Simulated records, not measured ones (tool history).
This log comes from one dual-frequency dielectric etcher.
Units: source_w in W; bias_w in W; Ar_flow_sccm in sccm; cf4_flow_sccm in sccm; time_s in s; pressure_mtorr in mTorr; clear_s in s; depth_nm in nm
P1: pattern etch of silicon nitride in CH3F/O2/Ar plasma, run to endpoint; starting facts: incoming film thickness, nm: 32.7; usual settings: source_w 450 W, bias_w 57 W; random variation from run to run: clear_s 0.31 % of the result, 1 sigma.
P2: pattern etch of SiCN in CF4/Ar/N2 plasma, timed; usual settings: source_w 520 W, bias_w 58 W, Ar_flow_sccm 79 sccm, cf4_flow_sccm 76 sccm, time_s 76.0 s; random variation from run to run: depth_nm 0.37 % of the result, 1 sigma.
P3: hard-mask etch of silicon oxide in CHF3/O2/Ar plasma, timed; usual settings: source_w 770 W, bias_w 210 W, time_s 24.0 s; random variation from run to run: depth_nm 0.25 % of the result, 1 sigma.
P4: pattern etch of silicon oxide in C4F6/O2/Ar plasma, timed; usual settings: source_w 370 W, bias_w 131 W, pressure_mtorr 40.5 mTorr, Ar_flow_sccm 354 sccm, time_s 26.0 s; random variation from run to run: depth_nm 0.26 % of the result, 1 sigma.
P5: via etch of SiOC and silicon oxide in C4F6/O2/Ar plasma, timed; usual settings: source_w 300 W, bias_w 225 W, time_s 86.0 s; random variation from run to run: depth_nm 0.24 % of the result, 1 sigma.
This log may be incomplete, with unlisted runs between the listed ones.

| run | hour | process | source_w | bias_w | Ar_flow_sccm | cf4_flow_sccm | time_s | pressure_mtorr | hours since the last wet clean | hours since the last source power generator calibration | hours since the last bias power generator calibration | clear_s | depth_nm |
|---|---|---|---|---|---|---|---|---|---|---|---|---|---|
| 1 | 12.1 | P1 | 450 | 57 |  |  |  |  | 245.4 | 1225.6 | 1303.4 | 48.904 |  |
| 2 | 27.3 | P2 | 690 | 58 | 79 | 76 | 76.0 |  | 260.6 | 1240.8 | 1318.6 |  | 89.686 |
| 3 | 34.8 | P1 | 340 | 57 |  |  |  |  | 268.1 | 1248.3 | 1326.1 | 54.645 |  |
| 4 | 48.5 | P4 | 370 | 131 | 354 |  | 26.0 | 40.5 | 281.8 | 1262.0 | 1339.8 |  | 68.831 |
| 5 | 60.8 | P2 | 520 | 58 | 79 | 108 | 76.0 |  | 294.1 | 1274.3 | 1352.1 |  | 73.361 |
| 6 | 74.9 | P1 | 450 | 57 |  |  |  |  | 308.2 | 1288.4 | 1366.2 | 48.981 |  |
| 7 | 90.9 | P5 | 300 | 225 |  |  | 86.0 |  | 324.2 | 1304.4 | 1382.2 |  | 93.134 |
| 8 | 98.2 | P3 | 770 | 210 |  |  | 24.0 |  | 331.5 | 1311.7 | 1389.5 |  | 57.477 |
| 9 | 113.1 | P2 | 520 | 58 | 101 | 76 | 76.0 |  | 346.4 | 1326.6 | 1404.4 |  | 67.152 |
| 10 | 121.8 | P1 | 300 | 71 |  |  |  |  | 355.1 | 1335.3 | 1413.1 | 53.205 |  |
| 11 | 130.2 | P4 | 370 | 131 | 354 |  | 26.0 | 40.5 | 363.5 | 1343.7 | 1421.5 |  | 68.549 |
| 12 | 144.3 | P5 | 240 | 225 |  |  | 86.0 |  | 377.6 | 1357.8 | 1435.6 |  | 85.619 |
| 13 | 154.7 | P3 | 770 | 281 |  |  | 24.0 |  | 388.0 | 1368.2 | 1446.0 |  | 63.855 |
| 14 | 167.1 | P5 | 300 | 133 |  |  | 86.0 |  | 400.4 | 1380.6 | 1458.4 |  | 78.526 |
| 15 | 178.3 | P3 | 770 | 210 |  |  | 32.0 |  | 411.6 | 1391.8 | 1469.6 |  | 76.755 |
| 16 | 191.0 | P1 | 450 | 57 |  |  |  |  | 424.3 | 1404.5 | 1482.3 | 49.064 |  |
| 17 | 200.4 | P4 | 240 | 131 | 354 |  | 26.0 | 40.5 | 433.7 | 1413.9 | 1491.7 |  | 58.114 |
| 18 | 208.3 | P1 | 290 | 76 |  |  |  |  | 441.6 | 1421.8 | 1499.6 | 52.729 |  |
| 19 | 222.1 | P2 | 520 | 79 | 79 | 76 | 76.0 |  | 455.4 | 1435.6 | 1513.4 |  | 76.786 |
| 20 | 236.9 | P2 | 520 | 58 | 79 | 76 | 76.0 |  | 470.2 | 1450.4 | 1528.2 |  | 69.485 |
| 21 | 249.4 | P1 | 450 | 78 |  |  |  |  | 482.7 | 1462.9 | 1540.7 | 44.243 |  |
| 22 | 265.4 | P1 | 450 | 57 |  |  |  |  | 498.7 | 1478.9 | 1556.7 | 48.964 |  |
| 23 | 276.5 | P1 | 450 | 57 |  |  |  |  | 509.8 | 1490.0 | 1567.8 | 49.028 |  |
| 24 | 286.2 | P4 | 370 | 131 | 473 |  | 26.0 | 40.5 | 519.5 | 1499.7 | 1577.5 |  | 66.409 |
| 25 | 294.9 | P1 | 450 | 57 |  |  |  |  | 528.2 | 1508.4 | 1586.2 | 49.033 |  |
| 26 | 310.5 | P4 | 370 | 104 | 354 |  | 26.0 | 40.5 | 543.8 | 1524.0 | 1601.8 |  | 64.371 |
| 27 | 325.7 | P2 | 520 | 58 | 79 | 76 | 101.5 |  | 559.0 | 1539.2 | 1617.0 |  | 93.060 |
| 28 | 333.8 | P1 | 450 | 57 |  |  |  |  | 567.1 | 1547.3 | 1625.1 | 49.261 |  |
| 29 | 346.3 | P1 | 590 | 57 |  |  |  |  | 579.6 | 1559.8 | 1637.6 | 43.980 |  |
| 30 | 361.7 | P4 | 370 | 131 | 354 |  | 15.0 | 40.5 | 595.0 | 1575.2 | 1653.0 |  | 39.578 |
| 31 | 371.3 | P1 | 600 | 35 |  |  |  |  | 604.6 | 1584.8 | 1662.6 | 50.449 |  |
| 32 | 380.9 | P2 | 520 | 58 | 79 | 76 | 76.0 |  | 614.2 | 1594.4 | 1672.2 |  | 69.377 |
| 33 | 391.4 | P5 | 300 | 225 |  |  | 121.0 |  | 624.7 | 1604.9 | 1682.7 |  | 131.470 |
| 34 | 403.6 | P4 | 370 | 131 | 354 |  | 26.0 | 53.0 | 636.9 | 1617.1 | 1694.9 |  | 66.668 |
| 35 | 411.9 | P3 | 770 | 210 |  |  | 24.0 |  | 645.2 | 1625.4 | 1703.2 |  | 57.999 |
| 36 | 426.9 | P3 | 530 | 210 |  |  | 24.0 |  | 660.2 | 1640.4 | 1718.2 |  | 50.222 |
| 37 | 440.3 | P1 | 450 | 45 |  |  |  |  | 673.6 | 1653.8 | 1731.6 | 53.041 |  |
| 38 | 453.4 | P1 | 450 | 57 |  |  |  |  | 686.7 | 1666.9 | 1744.7 | 48.951 |  |
| 39 | 462.9 | P1 | 450 | 57 |  |  |  |  | 696.2 | 1676.4 | 1754.2 | 48.724 |  |
| 40 | 474.1 | P1 | 450 | 57 |  |  |  |  | 707.4 | 1687.6 | 1765.4 | 48.725 |  |
| 41 | 486.8 | P1 | 450 | 57 |  |  |  |  | 720.1 | 1700.3 | 1778.1 | 48.389 |  |
|  | 490.9 | wet clean of the chamber |
| 42 | 498.7 | P1 | 450 | 57 |  |  |  |  | 7.9 | 1712.2 | 1790.0 | 48.354 |  |

Run 43 comes next. What will it give?
| 43 | 506.1 | P1 | 450 | 57 |  |  |  |  | 15.3 | 1719.6 | 1797.4 | ? |  |

clear_s: 48.431 s
